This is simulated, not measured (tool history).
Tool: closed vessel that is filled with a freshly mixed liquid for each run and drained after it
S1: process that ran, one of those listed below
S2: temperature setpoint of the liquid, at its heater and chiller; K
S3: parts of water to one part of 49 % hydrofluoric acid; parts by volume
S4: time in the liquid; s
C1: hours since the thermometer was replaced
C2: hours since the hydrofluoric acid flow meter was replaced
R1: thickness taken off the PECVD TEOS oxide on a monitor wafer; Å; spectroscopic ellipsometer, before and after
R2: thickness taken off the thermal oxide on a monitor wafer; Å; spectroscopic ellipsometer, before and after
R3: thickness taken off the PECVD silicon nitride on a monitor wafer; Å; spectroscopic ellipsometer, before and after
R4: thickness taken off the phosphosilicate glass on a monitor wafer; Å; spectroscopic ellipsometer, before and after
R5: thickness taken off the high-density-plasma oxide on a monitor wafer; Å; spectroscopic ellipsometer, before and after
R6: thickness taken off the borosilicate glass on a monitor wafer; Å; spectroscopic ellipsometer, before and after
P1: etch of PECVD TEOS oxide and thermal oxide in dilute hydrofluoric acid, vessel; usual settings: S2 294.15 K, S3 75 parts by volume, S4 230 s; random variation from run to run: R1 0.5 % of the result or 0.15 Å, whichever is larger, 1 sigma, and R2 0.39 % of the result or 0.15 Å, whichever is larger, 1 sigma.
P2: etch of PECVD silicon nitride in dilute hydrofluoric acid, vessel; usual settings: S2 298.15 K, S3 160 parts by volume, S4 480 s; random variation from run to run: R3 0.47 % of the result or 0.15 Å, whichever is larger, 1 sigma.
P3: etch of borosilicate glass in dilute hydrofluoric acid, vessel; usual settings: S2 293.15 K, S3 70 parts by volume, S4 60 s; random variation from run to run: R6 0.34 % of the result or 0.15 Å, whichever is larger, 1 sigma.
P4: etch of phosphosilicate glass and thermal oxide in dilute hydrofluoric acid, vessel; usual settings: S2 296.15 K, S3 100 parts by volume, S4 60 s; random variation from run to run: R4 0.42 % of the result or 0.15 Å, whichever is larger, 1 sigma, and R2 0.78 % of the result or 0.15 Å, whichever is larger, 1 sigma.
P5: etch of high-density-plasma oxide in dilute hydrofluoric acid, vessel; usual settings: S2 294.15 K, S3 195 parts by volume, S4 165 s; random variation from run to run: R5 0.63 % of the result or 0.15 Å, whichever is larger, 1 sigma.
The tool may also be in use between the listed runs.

run   hour  S1      S2   S3   S4     C1     C2      R1      R2      R3      R4      R5      R6
  1      8  P1  294.15   75  230  466.9  408.5  269.36  127.75
  2   15.1  P2  298.15  160  480    474  415.6                  52.559
  3   21.7  P1  294.15   75   50  480.6  422.2  58.643  27.742
  4   27.2  P1  294.15   75  230  486.1  427.7  271.43  127.73
      28.7  -- thermometer replaced
      34.2  -- hydrofluoric acid flow meter replaced
  5   35.7  P1  290.15   75  230    7.1    1.5  228.34  107.94
  6   41.1  P1  294.15   75  230   12.5    6.9  270.72  128.25
  7   49.2  P1  300.15   75  430   20.6     15  649.46  304.85
  8   53.2  P4  296.15   55   60   24.6     19          53.403          792.73
  9   60.1  P2  298.15   70  480   31.5   25.9                  121.14
 10     66  P1  294.15   75  395   37.4   31.8  467.74  219.66
 11   74.4  P4  292.15  100   60   45.8   40.2          24.022             350
 12   82.9  P5  294.15   90  165   54.3   48.7                                  107.59
 13   88.6  P1  294.15   75  230     60   54.4  270.63  127.69
 14   95.2  P4  296.15  100   60   66.6     61          28.483          410.62
 15  101.4  P1  294.15  120  230   72.8   67.2  158.85  75.501
 16  105.7  P3  293.15   70   30   77.1   71.5                                          132.83
 17  111.9  P1  294.15   20  230   83.3   77.7  1084.1  512.52
 18  118.3  P1  300.15   25  230   89.7   84.1  1097.9  524.41
 19  124.4  P3  293.15  125   60   95.8   90.2                                          140.04
 20  131.4  P1  294.15   75  230  102.8   97.2  270.99  127.92
 21  138.5  P5  290.15  195  165  109.9  104.3                                  37.776
 22  144.4  P4  296.15  100   60  115.8  110.2          27.993             411
 23  151.2  P5  294.15  195  260  122.6    117                                   70.22
 24  155.3  P1  294.15   75  230  126.7  121.1  269.25  128.57
 25  160.2  P5  294.15  195  165  131.6    126                                   44.16
 26  164.8  P2  298.15  160  175  136.2  130.6                  19.633
 27  168.9  P3  301.65   70   60  140.3  134.7                                          375.34
 28  177.1  P2  298.15  160  480  148.5  142.9                  52.832
 29  185.1  P2  302.15  160  480  156.5  150.9                  68.632
 30    194  P3  293.15   70   60  165.4  159.8                                          264.92
 31  197.9  P4  296.15  100  115  169.3  163.7          53.877          784.61
 32  204.8  P1  301.65   75  230  176.2  170.6  365.46  172.64
 33  209.8  P5  294.15  195  165  181.2  175.6                                  44.536
 34  214.8  P1  294.15   75  230  186.2  180.6  268.51  126.69
 35  219.4  P1  294.15   75  230  190.8  185.2  263.18  124.19
 36  223.8  P1  294.15   75  230  195.2  189.6  261.02  122.83
 37  227.9  P1  294.15   75  230  199.3  193.7  255.73  121.56
 38  233.8  P1  294.15   75  230  205.2  199.6  257.07  120.78
 39  240.5  P1  294.15   75  230  211.9  206.3   254.9  121.09
 40  245.6  P1  294.15   75  230    217  211.4  252.31  119.25
 41  251.5  P1  294.15   75  230  222.9  217.3  252.22  119.57
 42  259.7  P1  294.15   75  230  231.1  225.5  252.84  119.27

What P1 gives has crept away from where it was. These 2 causes fit the log equally well, each at the size given:
A: liquid colder than its thermometer reads (K) = 1.6
B: hydrofluoric acid flow below the setpoint (%) = 5.89
The creep began at about hour 214.8.

4 check runs are offered, each on 2 wafers whose results are averaged, their results left as question marks. Which one tells the causes apart?
check 1  267.9  P5  290.15  195  225                           ?
check 2  267.9  P4  292.15  100  105               ?       ?
check 3  267.9  P3  301.15   70   30                               ?
check 4  267.9  P2  298.15  160  310                   ?

What each check would give under each cause:
  check  result    if A    if B
check 1      R5   48.55  48.196
check 2      R2  38.912  38.884
check 2      R4  571.95  571.53
check 3      R6  172.53  171.88
check 4      R3  31.023  32.364
How far apart the two closest causes lie, in the result that separates them most: check 1 0.73 %; check 2 0.07 %; check 3 0.38 %; check 4 4.23 %
Only check 4 tells the causes apart: in the others they would give nearly the same result.

Check 4 was then run and gave: R3 30.899 Å. Which cause is it?

It is A: liquid colder than its thermometer reads (K).

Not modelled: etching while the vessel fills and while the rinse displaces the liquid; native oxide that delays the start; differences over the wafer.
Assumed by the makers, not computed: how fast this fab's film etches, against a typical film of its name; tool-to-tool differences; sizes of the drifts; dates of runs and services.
